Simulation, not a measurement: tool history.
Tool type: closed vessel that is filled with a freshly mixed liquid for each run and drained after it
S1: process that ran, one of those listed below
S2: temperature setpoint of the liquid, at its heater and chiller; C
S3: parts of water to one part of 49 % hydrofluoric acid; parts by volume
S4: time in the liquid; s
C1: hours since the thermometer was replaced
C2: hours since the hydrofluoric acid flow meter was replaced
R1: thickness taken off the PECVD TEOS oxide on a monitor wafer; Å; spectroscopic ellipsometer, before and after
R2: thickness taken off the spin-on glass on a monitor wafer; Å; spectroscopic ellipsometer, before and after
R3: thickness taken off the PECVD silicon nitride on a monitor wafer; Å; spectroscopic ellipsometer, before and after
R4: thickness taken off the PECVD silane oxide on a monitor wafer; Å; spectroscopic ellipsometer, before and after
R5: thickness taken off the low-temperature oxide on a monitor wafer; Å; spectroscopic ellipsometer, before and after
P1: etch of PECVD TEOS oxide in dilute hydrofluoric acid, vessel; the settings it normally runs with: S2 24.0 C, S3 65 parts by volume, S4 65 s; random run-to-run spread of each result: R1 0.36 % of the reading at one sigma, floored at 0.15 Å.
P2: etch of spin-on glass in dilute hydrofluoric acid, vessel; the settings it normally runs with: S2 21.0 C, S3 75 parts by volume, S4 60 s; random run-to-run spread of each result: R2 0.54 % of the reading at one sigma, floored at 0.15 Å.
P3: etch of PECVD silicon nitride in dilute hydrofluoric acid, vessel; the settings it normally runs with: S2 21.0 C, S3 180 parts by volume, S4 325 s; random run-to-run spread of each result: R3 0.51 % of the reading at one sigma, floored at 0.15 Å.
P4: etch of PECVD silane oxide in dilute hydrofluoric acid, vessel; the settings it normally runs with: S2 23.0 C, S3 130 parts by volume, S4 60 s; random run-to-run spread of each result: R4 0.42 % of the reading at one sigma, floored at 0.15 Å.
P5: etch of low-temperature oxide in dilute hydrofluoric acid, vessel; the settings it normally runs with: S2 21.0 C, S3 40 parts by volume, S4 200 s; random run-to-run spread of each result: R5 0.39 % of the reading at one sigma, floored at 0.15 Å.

{"run": 1, "day": 0.554, "S1": "P1", "S2": 24.0, "S3": 65, "S4": 65, "C1": 833.6, "C2": 416.9, "R1": 164.57}
{"run": 2, "day": 0.883, "S1": "P2", "S2": 21.0, "S3": 120, "S4": 60, "C1": 841.5, "C2": 424.8, "R2": 184.43}
{"run": 3, "day": 1.521, "S1": "P1", "S2": 30.0, "S3": 105, "S4": 65, "C1": 856.8, "C2": 440.1, "R1": 121.97}
{"run": 4, "day": 2.142, "S1": "P1", "S2": 24.0, "S3": 65, "S4": 65, "C1": 871.7, "C2": 455.0, "R1": 164.03}
{"run": 5, "day": 2.704, "S1": "P3", "S2": 21.0, "S3": 110, "S4": 325, "C1": 885.2, "C2": 468.5, "R3": 79.076}
{"run": 6, "day": 3.321, "S1": "P1", "S2": 24.0, "S3": 100, "S4": 65, "C1": 900.0, "C2": 483.3, "R1": 102.56}
{"run": 7, "day": 3.738, "S1": "P4", "S2": 30.0, "S3": 130, "S4": 60, "C1": 910.0, "C2": 493.3, "R4": 129.03}
{"run": 8, "day": 4.267, "S1": "P1", "S2": 18.5, "S3": 65, "S4": 65, "C1": 922.7, "C2": 506.0, "R1": 131.54}
{"run": 9, "day": 4.742, "S1": "P4", "S2": 23.0, "S3": 130, "S4": 60, "C1": 934.1, "C2": 517.4, "R4": 99.09}
{"run": 10, "day": 5.062, "S1": "P1", "S2": 24.0, "S3": 65, "S4": 65, "C1": 941.8, "C2": 525.1, "R1": 163.54}
{"run": 11, "day": 5.612, "S1": "P1", "S2": 29.0, "S3": 65, "S4": 65, "C1": 955.0, "C2": 538.3, "R1": 199.1}
{"run": 12, "day": 5.942, "S1": "P4", "S2": 23.0, "S3": 130, "S4": 85, "C1": 962.9, "C2": 546.2, "R4": 141.98}
{"run": 13, "day": 6.467, "S1": "P1", "S2": 24.0, "S3": 65, "S4": 30, "C1": 975.5, "C2": 558.8, "R1": 75.472}
{"run": 14, "day": 6.771, "S1": "P3", "S2": 17.0, "S3": 180, "S4": 325, "C1": 982.8, "C2": 566.1, "R3": 36.972}
{"run": 15, "day": 7.275, "S1": "P1", "S2": 19.5, "S3": 65, "S4": 30, "C1": 994.9, "C2": 578.2, "R1": 63.308}
{"run": 16, "day": 7.942, "S1": "P2", "S2": 21.0, "S3": 75, "S4": 60, "C1": 1010.9, "C2": 594.2, "R2": 314.0}
{"run": 17, "day": 8.292, "S1": "P5", "S2": 21.0, "S3": 40, "S4": 200, "C1": 1019.3, "C2": 602.6, "R5": 538.86}
{"run": 18, "day": 8.85, "S1": "P3", "S2": 21.0, "S3": 180, "S4": 115, "C1": 1032.7, "C2": 616.0, "R3": 17.266}
{"run": 19, "day": 9.258, "S1": "P1", "S2": 24.0, "S3": 65, "S4": 95, "C1": 1042.5, "C2": 625.8, "R1": 240.47}
{"run": 20, "day": 9.75, "S1": "P1", "S2": 24.0, "S3": 65, "S4": 65, "C1": 1054.3, "C2": 637.6, "R1": 165.16}
{"run": 21, "day": 10.208, "S1": "P4", "S2": 23.0, "S3": 25, "S4": 60, "C1": 1065.3, "C2": 648.6, "R4": 586.39}
{"run": 22, "day": 10.875, "S1": "P5", "S2": 21.0, "S3": 40, "S4": 310, "C1": 1081.3, "C2": 664.6, "R5": 839.67}
{"run": 23, "day": 11.379, "S1": "P5", "S2": 27.5, "S3": 40, "S4": 200, "C1": 1093.4, "C2": 676.7, "R5": 705.18}
{"run": 24, "day": 11.812, "S1": "P1", "S2": 24.0, "S3": 40, "S4": 65, "C1": 1103.8, "C2": 687.1, "R1": 276.41}
{"run": 25, "day": 12.183, "S1": "P2", "S2": 21.0, "S3": 75, "S4": 60, "C1": 1112.7, "C2": 696.0, "R2": 309.77}
{"run": 26, "day": 12.742, "S1": "P2", "S2": 21.0, "S3": 75, "S4": 90, "C1": 1126.1, "C2": 709.4, "R2": 472.71}
{"run": 27, "day": 13.196, "S1": "P1", "S2": 24.0, "S3": 65, "S4": 65, "C1": 1137.0, "C2": 720.3, "R1": 165.08}
{"run": 28, "day": 13.738, "S1": "P2", "S2": 29.0, "S3": 75, "S4": 60, "C1": 1150.0, "C2": 733.3, "R2": 435.1}
{"run": 29, "day": 14.025, "S1": "P5", "S2": 21.0, "S3": 20, "S4": 200, "C1": 1156.9, "C2": 740.2, "R5": 1103.2}
{"run": 30, "day": 14.396, "S1": "P1", "S2": 24.0, "S3": 105, "S4": 100, "C1": 1165.8, "C2": 749.1, "R1": 149.01}
{"run": 31, "day": 15.0, "S1": "P3", "S2": 21.0, "S3": 180, "S4": 325, "C1": 1180.3, "C2": 763.6, "R3": 49.237}
{"run": 32, "day": 15.508, "S1": "P4", "S2": 23.0, "S3": 130, "S4": 60, "C1": 1192.5, "C2": 775.8, "R4": 99.816}
{"run": 33, "day": 15.871, "S1": "P3", "S2": 21.0, "S3": 180, "S4": 325, "C1": 1201.2, "C2": 784.5, "R3": 48.892}
{"run": 34, "day": 16.304, "S1": "P1", "S2": 24.0, "S3": 65, "S4": 65, "C1": 1211.6, "C2": 794.9, "R1": 164.52}
{"run": 35, "day": 16.729, "S1": "P1", "S2": 24.0, "S3": 65, "S4": 65, "C1": 1221.8, "C2": 805.1, "R1": 161.37}
{"run": 36, "day": 17.167, "S1": "P1", "S2": 24.0, "S3": 65, "S4": 65, "C1": 1232.3, "C2": 815.6, "R1": 158.52}
{"run": 37, "day": 17.771, "S1": "P1", "S2": 24.0, "S3": 65, "S4": 65, "C1": 1246.8, "C2": 830.1, "R1": 156.84}
{"run": 38, "day": 18.425, "S1": "P1", "S2": 24.0, "S3": 65, "S4": 65, "C1": 1262.5, "C2": 845.8, "R1": 154.93}
{"run": 39, "day": 18.829, "S1": "P1", "S2": 24.0, "S3": 65, "S4": 65, "C1": 1272.2, "C2": 855.5, "R1": 154.19}
{"run": 40, "day": 19.129, "S1": "P1", "S2": 24.0, "S3": 65, "S4": 65, "C1": 1279.4, "C2": 862.7, "R1": 155.3}
{"run": 41, "day": 19.496, "S1": "P1", "S2": 24.0, "S3": 65, "S4": 65, "C1": 1288.2, "C2": 871.5, "R1": 154.54}
{"run": 42, "day": 20.021, "S1": "P1", "S2": 24.0, "S3": 65, "S4": 65, "C1": 1300.8, "C2": 884.1, "R1": 154.75}
{"run": 43, "day": 20.692, "S1": "P1", "S2": 24.0, "S3": 65, "S4": 65, "C1": 1316.9, "C2": 900.2, "R1": 154.07}

The output of P1 has drifted from where it used to be. Each of the 2 causes below, taken at the size shown beside it, accounts for the log equally well:
A: liquid colder than its thermometer reads (K) = 1.54
B: hydrofluoric acid flow below the setpoint (%) = 5.61
The drift started at roughly day 16.304.

Listed below are the offered check runs, one wafer per run, with question marks in place of results. For which of them would the causes give clearly different outcomes?
{"run": "check 1", "day": 21.362, "S1": "P2", "S2": 21.0, "S3": 75, "S4": 60, "R2": "?"}
{"run": "check 2", "day": 21.362, "S1": "P5", "S2": 21.0, "S3": 40, "S4": 200, "R5": "?"}
{"run": "check 3", "day": 21.362, "S1": "P4", "S2": 23.0, "S3": 130, "S4": 60, "R4": "?"}
{"run": "check 4", "day": 21.362, "S1": "P3", "S2": 21.0, "S3": 180, "S4": 325, "R3": "?"}

What each check would give under each cause:
check=check_1 result=R2 if_A=293.93 if_B=294.27
check=check_2 result=R5 if_A=505.45 if_B=507.99
check=check_3 result=R4 if_A=93.602 if_B=93.056
check=check_4 result=R3 if_A=44.070 if_B=46.106
Gap, in per cent, between the two causes that each check separates least, read from the result that separates them most: check 1 0.11 %; check 2 0.5 %; check 3 0.58 %; check 4 4.52 %
Check 4 distinguishes between the causes, while the remaining checks would return nearly the same result for all of them.

With check 4 done, the readings were: R3 44.313 Å. Identify which of the listed causes applies.

The correct cause is A, namely: liquid colder than its thermometer reads (K).
